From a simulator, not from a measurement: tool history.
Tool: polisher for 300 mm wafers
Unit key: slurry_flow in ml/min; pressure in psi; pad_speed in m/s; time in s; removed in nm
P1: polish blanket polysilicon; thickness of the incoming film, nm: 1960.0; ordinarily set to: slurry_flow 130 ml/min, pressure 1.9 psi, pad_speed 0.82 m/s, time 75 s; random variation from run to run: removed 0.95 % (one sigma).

| run | hour | slurry_flow | pressure | pad_speed | time | removed |
|---|---|---|---|---|---|---|
| 1 | 7.9 | 130 | 1.9 | 0.82 | 75 | 336.75 |
| 2 | 16.4 | 130 | 1.9 | 0.82 | 75 | 339.82 |
| 3 | 23.6 | 130 | 1.9 | 0.82 | 114 | 514.3 |
| 4 | 32.6 | 80 | 1.9 | 0.82 | 75 | 301.29 |
| 5 | 43.3 | 190 | 3 | 0.82 | 75 | 572.93 |
| 6 | 51.5 | 130 | 1.9 | 0.4 | 75 | 165.47 |
| 7 | 61 | 130 | 0.9 | 0.82 | 75 | 159.92 |
| 8 | 70 | 130 | 1.9 | 0.82 | 52 | 236.95 |
| 9 | 75.7 | 195 | 1.9 | 0.82 | 75 | 364.77 |
| 10 | 81.9 | 130 | 2.4 | 0.82 | 75 | 434.73 |
| 11 | 91.9 | 130 | 1.9 | 0.82 | 75 | 334.58 |
| 12 | 98.6 | 130 | 1.9 | 1.24 | 75 | 507.93 |
| 13 | 109.3 | 130 | 1.9 | 0.82 | 75 | 337.39 |
| 14 | 119.7 | 130 | 1.9 | 0.82 | 75 | 337.8 |
| 15 | 126.2 | 130 | 1.9 | 0.82 | 75 | 327.68 |
| 16 | 133.4 | 130 | 1.9 | 0.82 | 75 | 321.82 |
| 17 | 140.2 | 130 | 1.9 | 0.82 | 75 | 320.42 |
| 18 | 147.9 | 130 | 1.9 | 0.82 | 75 | 315.89 |
| 19 | 155.4 | 130 | 1.9 | 0.82 | 75 | 316.78 |
| 20 | 165.1 | 130 | 1.9 | 0.82 | 75 | 316.02 |
|  | 167 | worn pad replaced by a new one |
| 21 | 175.8 | 130 | 1.9 | 0.82 | 75 | 313.48 |
| 22 | 185.2 | 130 | 1.9 | 0.82 | 75 | 314.64 |

Compared with where it was, what P1 gives has crept away. Each cause listed below fits the log as well as the rest, at the size given for it:
A: slurry flow missing at the pad, % = 28
B: head's pressure below its setpoint, % = 7.19
Onset of the creep was near hour 119.7.
The rest of the possible causes, and what rules out each one:
removal rate lost through wear of the pad, %: maintenance at hour 167, after the shift began, did not return the process to its former output

Consider the 4 check runs below, whose results appear as question marks and each of which averages 3 wafers. Which one distinguishes the causes, in that each cause would give it a clearly different result?
| check 1 | 194.6 | 80 | 1.9 | 1.22 | 75 | ? |
| check 2 | 194.6 | 155 | 1.9 | 0.82 | 75 | ? |
| check 3 | 194.6 | 130 | 1 | 0.46 | 75 | ? |
| check 4 | 194.6 | 130 | 0.9 | 1.24 | 75 | ? |

Check results expected under each cause:
| check | result | if A | if B |
|---|---|---|---|
| check 1 | removed | 398.05 | 413.83 |
| check 2 | removed | 326.88 | 323.35 |
| check 3 | removed | 92.476 | 92.485 |
| check 4 | removed | 224.35 | 224.38 |
How far apart the two closest causes lie, in the result that separates them most: check 1 3.89 %; check 2 1.09 %; check 3 0.01 %; check 4 0.01 %
Only in check 1 would the causes give clearly different results; in the remaining checks their results would be nearly the same.

Then check 1 was run and gave: removed 412.87 nm. Which cause is it?

It was cause B: head's pressure below its setpoint, %.

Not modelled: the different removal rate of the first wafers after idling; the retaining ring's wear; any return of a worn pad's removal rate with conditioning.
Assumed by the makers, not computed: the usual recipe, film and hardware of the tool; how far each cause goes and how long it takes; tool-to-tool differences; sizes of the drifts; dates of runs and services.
